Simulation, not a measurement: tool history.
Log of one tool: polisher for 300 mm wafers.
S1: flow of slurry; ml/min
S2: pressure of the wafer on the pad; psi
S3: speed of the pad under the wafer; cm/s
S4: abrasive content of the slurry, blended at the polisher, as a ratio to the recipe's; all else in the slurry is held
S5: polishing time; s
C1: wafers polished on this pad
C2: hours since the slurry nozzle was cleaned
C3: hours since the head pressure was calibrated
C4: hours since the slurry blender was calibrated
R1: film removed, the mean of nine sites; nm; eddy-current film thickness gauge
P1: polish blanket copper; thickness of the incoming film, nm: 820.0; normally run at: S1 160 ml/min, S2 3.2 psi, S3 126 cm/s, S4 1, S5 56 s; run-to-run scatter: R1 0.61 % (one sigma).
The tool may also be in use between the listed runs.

run,hour,S1,S2,S3,S4,S5,C1,C2,C3,C4,R1
1,4,160,3.2,126,1,56,107,245.6,99.6,216.6,234.09
2,8.6,160,3.2,126,1,56,134,250.2,104.2,221.2,234.37
3,14.6,160,3.2,60,1,56,169,256.2,110.2,227.2,112.1
4,19.8,220,3.2,184,1,56,199,261.4,115.4,232.4,358.63
# hour 23.2: head pressure recalibrated
5,25.7,160,1.8,126,1,56,233,267.3,2.5,238.3,132.65
6,28.8,160,3.2,126,1,56,251,270.4,5.6,241.4,236.92
7,31.6,160,3.2,126,1,80,267,273.2,8.4,244.2,335.08
8,34.6,235,3.2,126,1,56,285,276.2,11.4,247.2,248.18
9,40.8,160,3.2,126,0.6,56,321,282.4,17.6,253.4,213.64
10,47.1,160,3.2,126,1,56,357,288.7,23.9,259.7,235.67
11,52.5,160,3.2,126,1.3,56,389,294.1,29.3,265.1,250.08
12,55.5,160,3.2,180,1,56,406,297.1,32.3,268.1,335.86
13,59.6,160,4.5,126,1,56,430,301.2,36.4,272.2,333.24
14,64.2,160,3.2,126,1,56,456,305.8,41,276.8,235.96
15,69.9,160,3.2,126,1,37,490,311.5,46.7,282.5,156.32
16,76.3,160,2.3,126,1,75,527,317.9,53.1,288.9,226.42

Run 17 comes next. What will it give?
17,79.7,95,3.2,126,1,56,546,321.3,56.5,292.3,?

R1: 210.12 nm
